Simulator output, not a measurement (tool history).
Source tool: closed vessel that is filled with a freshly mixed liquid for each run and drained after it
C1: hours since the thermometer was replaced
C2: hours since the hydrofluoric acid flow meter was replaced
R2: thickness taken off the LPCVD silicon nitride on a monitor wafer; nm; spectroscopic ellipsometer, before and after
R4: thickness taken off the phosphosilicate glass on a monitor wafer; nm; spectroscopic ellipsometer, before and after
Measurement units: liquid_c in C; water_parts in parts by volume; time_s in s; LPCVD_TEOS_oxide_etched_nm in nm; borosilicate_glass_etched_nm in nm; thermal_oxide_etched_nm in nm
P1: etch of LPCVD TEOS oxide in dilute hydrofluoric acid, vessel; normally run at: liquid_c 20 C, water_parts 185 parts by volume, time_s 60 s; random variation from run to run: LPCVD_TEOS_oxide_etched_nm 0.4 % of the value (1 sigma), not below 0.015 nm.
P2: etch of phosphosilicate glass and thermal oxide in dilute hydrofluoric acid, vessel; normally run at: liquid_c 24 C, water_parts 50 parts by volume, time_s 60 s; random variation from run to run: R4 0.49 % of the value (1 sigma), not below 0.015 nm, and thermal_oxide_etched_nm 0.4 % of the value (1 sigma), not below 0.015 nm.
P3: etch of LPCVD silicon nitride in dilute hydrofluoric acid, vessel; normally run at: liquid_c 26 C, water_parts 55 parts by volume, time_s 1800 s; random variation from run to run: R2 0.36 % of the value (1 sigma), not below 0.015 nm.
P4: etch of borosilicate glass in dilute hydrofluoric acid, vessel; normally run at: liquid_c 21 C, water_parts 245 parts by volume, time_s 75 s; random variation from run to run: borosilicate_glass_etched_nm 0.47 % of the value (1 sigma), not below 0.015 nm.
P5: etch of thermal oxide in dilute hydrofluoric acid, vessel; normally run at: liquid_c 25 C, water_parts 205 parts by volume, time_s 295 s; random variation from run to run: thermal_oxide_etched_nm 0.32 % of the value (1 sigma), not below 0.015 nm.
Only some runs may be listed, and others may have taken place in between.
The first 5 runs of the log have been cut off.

run 6 hour=33.2 | process=P1 liquid_c=20 water_parts=185 time_s=60 | C1=220.2 C2=129.8 | LPCVD_TEOS_oxide_etched_nm=8.8790
run 7 hour=38.4 | process=P4 liquid_c=21 water_parts=245 time_s=75 | C1=225.4 C2=135.0 | borosilicate_glass_etched_nm=8.5616
run 8 hour=45.8 | process=P4 liquid_c=21 water_parts=430 time_s=75 | C1=232.8 C2=142.4 | borosilicate_glass_etched_nm=4.1530
run 9 hour=51.4 | process=P2 liquid_c=24 water_parts=20 time_s=60 | C1=238.4 C2=148.0 | R4=484.660 thermal_oxide_etched_nm=16.1660
run 10 hour=59.0 | process=P5 liquid_c=25 water_parts=365 time_s=295 | C1=246.0 C2=155.6 | thermal_oxide_etched_nm=3.0379
run 11 hour=63.7 | process=P3 liquid_c=26 water_parts=55 time_s=1800 | C1=250.7 C2=160.3 | R2=17.2890
run 12 hour=67.3 | process=P4 liquid_c=26 water_parts=245 time_s=75 | C1=254.3 C2=163.9 | borosilicate_glass_etched_nm=10.2860
run 13 hour=73.3 | process=P1 liquid_c=20 water_parts=185 time_s=60 | C1=260.3 C2=169.9 | LPCVD_TEOS_oxide_etched_nm=8.9438
run 14 hour=76.8 | process=P1 liquid_c=27 water_parts=185 time_s=60 | C1=263.8 C2=173.4 | LPCVD_TEOS_oxide_etched_nm=11.6450
run 15 hour=83.2 | process=P2 liquid_c=24 water_parts=50 time_s=60 | C1=270.2 C2=179.8 | R4=184.490 thermal_oxide_etched_nm=6.1399
run 16 hour=90.7 | process=P1 liquid_c=24 water_parts=250 time_s=60 | C1=277.7 C2=187.3 | LPCVD_TEOS_oxide_etched_nm=7.1727
run 17 hour=98.3 | process=P4 liquid_c=21 water_parts=245 time_s=115 | C1=285.3 C2=194.9 | borosilicate_glass_etched_nm=13.1810
run 18 hour=104.4 | process=P2 liquid_c=24 water_parts=50 time_s=30 | C1=291.4 C2=201.0 | R4=92.428 thermal_oxide_etched_nm=3.0924
run 19 hour=108.9 | process=P1 liquid_c=17 water_parts=185 time_s=85 | C1=295.9 C2=205.5 | LPCVD_TEOS_oxide_etched_nm=11.2340
run 20 hour=116.1 | process=P2 liquid_c=24 water_parts=50 time_s=60 | C1=303.1 C2=212.7 | R4=185.100 thermal_oxide_etched_nm=6.1644
run 21 hour=120.5 | process=P1 liquid_c=20 water_parts=185 time_s=60 | C1=307.5 C2=217.1 | LPCVD_TEOS_oxide_etched_nm=8.9375
run 22 hour=127.1 | process=P3 liquid_c=26 water_parts=55 time_s=3120 | C1=314.1 C2=223.7 | R2=29.8820
run 23 hour=132.0 | process=P1 liquid_c=20 water_parts=185 time_s=60 | C1=319.0 C2=228.6 | LPCVD_TEOS_oxide_etched_nm=8.8580
run 24 hour=139.4 | process=P4 liquid_c=21 water_parts=245 time_s=75 | C1=326.4 C2=236.0 | borosilicate_glass_etched_nm=8.5662
run 25 hour=144.9 | process=P5 liquid_c=25 water_parts=205 time_s=295 | C1=331.9 C2=241.5 | thermal_oxide_etched_nm=6.3503
run 26 hour=148.7 | process=P1 liquid_c=20 water_parts=335 time_s=60 | C1=335.7 C2=245.3 | LPCVD_TEOS_oxide_etched_nm=4.2765
run 27 hour=156.1 | process=P1 liquid_c=20 water_parts=40 time_s=60 | C1=343.1 C2=252.7 | LPCVD_TEOS_oxide_etched_nm=48.2060
run 28 hour=160.8 | process=P1 liquid_c=20 water_parts=185 time_s=60 | C1=347.8 C2=257.4 | LPCVD_TEOS_oxide_etched_nm=8.9008
run 29 hour=167.7 | process=P1 liquid_c=20 water_parts=185 time_s=90 | C1=354.7 C2=264.3 | LPCVD_TEOS_oxide_etched_nm=13.4020
run 30 hour=175.5 | process=P5 liquid_c=25 water_parts=205 time_s=90 | C1=362.5 C2=272.1 | thermal_oxide_etched_nm=1.9235

Run 31 has not been measured yet. What should we expect?
run 31 hour=179.0 | process=P2 liquid_c=17 water_parts=50 time_s=60 | C1=366.0 C2=275.6 | R4=? thermal_oxide_etched_nm=?

{"run 31": {"R4": 137.88, "thermal_oxide_etched_nm": 4.6056}}
